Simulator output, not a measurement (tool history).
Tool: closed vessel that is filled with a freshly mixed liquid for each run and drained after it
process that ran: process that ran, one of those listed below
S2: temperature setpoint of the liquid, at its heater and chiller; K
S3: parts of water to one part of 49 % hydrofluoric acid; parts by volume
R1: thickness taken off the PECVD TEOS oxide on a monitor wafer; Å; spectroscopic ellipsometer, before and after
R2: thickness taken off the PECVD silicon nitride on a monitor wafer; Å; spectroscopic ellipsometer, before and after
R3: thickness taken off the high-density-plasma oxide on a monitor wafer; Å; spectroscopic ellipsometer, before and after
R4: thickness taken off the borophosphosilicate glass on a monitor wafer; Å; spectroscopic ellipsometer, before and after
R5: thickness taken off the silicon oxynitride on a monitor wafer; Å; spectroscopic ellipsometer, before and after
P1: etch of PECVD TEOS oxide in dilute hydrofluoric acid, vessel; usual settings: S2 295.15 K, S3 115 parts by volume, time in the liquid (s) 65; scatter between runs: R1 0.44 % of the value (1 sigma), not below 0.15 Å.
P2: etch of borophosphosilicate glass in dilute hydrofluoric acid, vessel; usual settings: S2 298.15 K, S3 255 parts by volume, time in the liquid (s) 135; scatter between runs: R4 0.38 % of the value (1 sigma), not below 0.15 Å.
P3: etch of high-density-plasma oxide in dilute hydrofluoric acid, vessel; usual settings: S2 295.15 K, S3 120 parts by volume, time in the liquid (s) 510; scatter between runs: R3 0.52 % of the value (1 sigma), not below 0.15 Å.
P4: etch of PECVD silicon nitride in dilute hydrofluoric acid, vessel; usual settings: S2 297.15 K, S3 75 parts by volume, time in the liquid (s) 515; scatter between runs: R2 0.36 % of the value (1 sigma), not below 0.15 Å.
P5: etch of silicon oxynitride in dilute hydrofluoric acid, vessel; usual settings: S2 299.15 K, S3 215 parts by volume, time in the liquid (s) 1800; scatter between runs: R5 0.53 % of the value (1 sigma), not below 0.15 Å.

{"run": 1, "hour": 9.5, "process that ran": "P1", "S2": 295.15, "S3": 115, "time in the liquid (s)": 65, "R1": 45.356}
{"run": 2, "hour": 18.0, "process that ran": "P1", "S2": 295.15, "S3": 170, "time in the liquid (s)": 65, "R1": 28.849}
{"run": 3, "hour": 26.8, "process that ran": "P1", "S2": 295.15, "S3": 115, "time in the liquid (s)": 65, "R1": 44.548}
{"run": 4, "hour": 32.2, "process that ran": "P4", "S2": 297.15, "S3": 75, "time in the liquid (s)": 95, "R2": 61.826}
{"run": 5, "hour": 37.1, "process that ran": "P1", "S2": 295.15, "S3": 165, "time in the liquid (s)": 105, "R1": 48.283}
{"run": 6, "hour": 46.6, "process that ran": "P1", "S2": 290.15, "S3": 115, "time in the liquid (s)": 120, "R1": 67.773}
{"run": 7, "hour": 51.3, "process that ran": "P3", "S2": 299.15, "S3": 120, "time in the liquid (s)": 510, "R3": 268.39}
{"run": 8, "hour": 57.5, "process that ran": "P2", "S2": 298.15, "S3": 255, "time in the liquid (s)": 135, "R4": 207.77}
{"run": 9, "hour": 63.3, "process that ran": "P4", "S2": 297.15, "S3": 75, "time in the liquid (s)": 515, "R2": 336.23}
{"run": 10, "hour": 71.4, "process that ran": "P3", "S2": 295.15, "S3": 120, "time in the liquid (s)": 510, "R3": 228.24}
{"run": 11, "hour": 79.0, "process that ran": "P1", "S2": 295.15, "S3": 65, "time in the liquid (s)": 65, "R1": 84.777}
{"run": 12, "hour": 86.1, "process that ran": "P5", "S2": 299.15, "S3": 215, "time in the liquid (s)": 3415, "R5": 303.08}
{"run": 13, "hour": 93.3, "process that ran": "P1", "S2": 301.15, "S3": 115, "time in the liquid (s)": 105, "R1": 93.202}
{"hour": 100.3, "done": "thermometer replaced"}
{"run": 14, "hour": 103.6, "process that ran": "P3", "S2": 295.15, "S3": 205, "time in the liquid (s)": 510, "R3": 121.63}
{"run": 15, "hour": 109.7, "process that ran": "P1", "S2": 302.65, "S3": 115, "time in the liquid (s)": 65, "R1": 60.607}
{"run": 16, "hour": 117.5, "process that ran": "P5", "S2": 299.15, "S3": 395, "time in the liquid (s)": 1800, "R5": 76.296}
{"run": 17, "hour": 125.4, "process that ran": "P2", "S2": 298.15, "S3": 120, "time in the liquid (s)": 135, "R4": 512.71}
{"run": 18, "hour": 135.9, "process that ran": "P2", "S2": 298.15, "S3": 255, "time in the liquid (s)": 270, "R4": 418.96}
{"run": 19, "hour": 141.0, "process that ran": "P4", "S2": 297.15, "S3": 75, "time in the liquid (s)": 515, "R2": 337.68}
{"run": 20, "hour": 148.9, "process that ran": "P1", "S2": 295.15, "S3": 115, "time in the liquid (s)": 115, "R1": 80.421}
{"run": 21, "hour": 159.3, "process that ran": "P1", "S2": 295.15, "S3": 115, "time in the liquid (s)": 65, "R1": 44.876}
{"run": 22, "hour": 169.6, "process that ran": "P4", "S2": 303.15, "S3": 75, "time in the liquid (s)": 515, "R2": 498.38}
{"run": 23, "hour": 177.4, "process that ran": "P2", "S2": 305.65, "S3": 255, "time in the liquid (s)": 135, "R4": 269.51}
{"run": 24, "hour": 182.3, "process that ran": "P1", "S2": 295.15, "S3": 115, "time in the liquid (s)": 65, "R1": 45.033}
{"run": 25, "hour": 189.7, "process that ran": "P3", "S2": 295.15, "S3": 120, "time in the liquid (s)": 510, "R3": 227.95}
{"run": 26, "hour": 198.7, "process that ran": "P2", "S2": 298.15, "S3": 255, "time in the liquid (s)": 135, "R4": 206.9}
{"run": 27, "hour": 208.8, "process that ran": "P5", "S2": 299.15, "S3": 215, "time in the liquid (s)": 1800, "R5": 160.78}
{"run": 28, "hour": 214.4, "process that ran": "P1", "S2": 290.15, "S3": 115, "time in the liquid (s)": 65, "R1": 36.711}
{"run": 29, "hour": 222.6, "process that ran": "P4", "S2": 297.15, "S3": 135, "time in the liquid (s)": 515, "R2": 189.21}
{"run": 30, "hour": 228.0, "process that ran": "P1", "S2": 295.15, "S3": 115, "time in the liquid (s)": 65, "R1": 44.955}
{"run": 31, "hour": 237.4, "process that ran": "P1", "S2": 295.15, "S3": 115, "time in the liquid (s)": 65, "R1": 45.293}
{"run": 32, "hour": 246.3, "process that ran": "P1", "S2": 295.15, "S3": 115, "time in the liquid (s)": 65, "R1": 45.043}
{"run": 33, "hour": 257.0, "process that ran": "P1", "S2": 295.15, "S3": 115, "time in the liquid (s)": 30, "R1": 20.692}
{"run": 34, "hour": 262.5, "process that ran": "P3", "S2": 295.15, "S3": 120, "time in the liquid (s)": 920, "R3": 412.2}
{"run": 35, "hour": 268.1, "process that ran": "P5", "S2": 306.65, "S3": 215, "time in the liquid (s)": 1800, "R5": 221.62}
{"run": 36, "hour": 277.6, "process that ran": "P1", "S2": 295.15, "S3": 115, "time in the liquid (s)": 65, "R1": 44.796}
{"run": 37, "hour": 283.5, "process that ran": "P1", "S2": 295.15, "S3": 115, "time in the liquid (s)": 65, "R1": 45.68}
{"run": 38, "hour": 288.1, "process that ran": "P1", "S2": 295.15, "S3": 115, "time in the liquid (s)": 65, "R1": 46.538}
{"run": 39, "hour": 293.6, "process that ran": "P1", "S2": 295.15, "S3": 115, "time in the liquid (s)": 65, "R1": 46.889}
{"run": 40, "hour": 300.0, "process that ran": "P1", "S2": 295.15, "S3": 115, "time in the liquid (s)": 65, "R1": 47.351}
{"run": 41, "hour": 307.7, "process that ran": "P1", "S2": 295.15, "S3": 115, "time in the liquid (s)": 65, "R1": 47.501}
{"run": 42, "hour": 313.9, "process that ran": "P1", "S2": 295.15, "S3": 115, "time in the liquid (s)": 65, "R1": 47.925}
{"run": 43, "hour": 319.2, "process that ran": "P1", "S2": 295.15, "S3": 115, "time in the liquid (s)": 65, "R1": 48.124}
{"run": 44, "hour": 327.2, "process that ran": "P1", "S2": 295.15, "S3": 115, "time in the liquid (s)": 65, "R1": 48.471}
{"run": 45, "hour": 333.0, "process that ran": "P1", "S2": 295.15, "S3": 115, "time in the liquid (s)": 65, "R1": 48.425}
{"run": 46, "hour": 337.7, "process that ran": "P1", "S2": 295.15, "S3": 115, "time in the liquid (s)": 65, "R1": 48.647}
{"run": 47, "hour": 346.3, "process that ran": "P1", "S2": 295.15, "S3": 115, "time in the liquid (s)": 65, "R1": 48.392}

P1 has crept away from where it was. The log is fitted equally well by each of these 2 causes, at the sizes shown:
A: hydrofluoric acid flow above the setpoint (%) = 6.05
B: liquid hotter than its thermometer reads (K) = 1.68
At approximately hour 277.6, the process output began to creep.

4 check runs are offered, one wafer each, their results left as question marks. Which one tells the causes apart?
{"run": "check 1", "hour": 354.9, "process that ran": "P2", "S2": 298.15, "S3": 140, "time in the liquid (s)": 245, "R4": "?"}
{"run": "check 2", "hour": 354.9, "process that ran": "P4", "S2": 302.65, "S3": 115, "time in the liquid (s)": 515, "R2": "?"}
{"run": "check 3", "hour": 354.9, "process that ran": "P3", "S2": 298.65, "S3": 160, "time in the liquid (s)": 510, "R3": "?"}
{"run": "check 4", "hour": 354.9, "process that ran": "P5", "S2": 299.15, "S3": 385, "time in the liquid (s)": 3065, "R5": "?"}

Check results expected under each cause:
check=check_1 result=R4 if_A=836.03 if_B=832.03
check=check_2 result=R2 if_A=332.22 if_B=347.58
check=check_3 result=R3 if_A=200.87 if_B=199.43
check=check_4 result=R5 if_A=145.27 if_B=144.18
Minimum pairwise separation of causes per check, each pair taken at its best-separating result: check 1 0.48 %; check 2 4.52 %; check 3 0.72 %; check 4 0.75 %
Of the check runs offered, only check 2 discriminates between the causes; the rest would read about the same regardless of which cause applies.

Running check 2 produced the following: R2 331.1 Å. Which one of the listed causes fits?

The correct cause is A, namely: hydrofluoric acid flow above the setpoint (%).
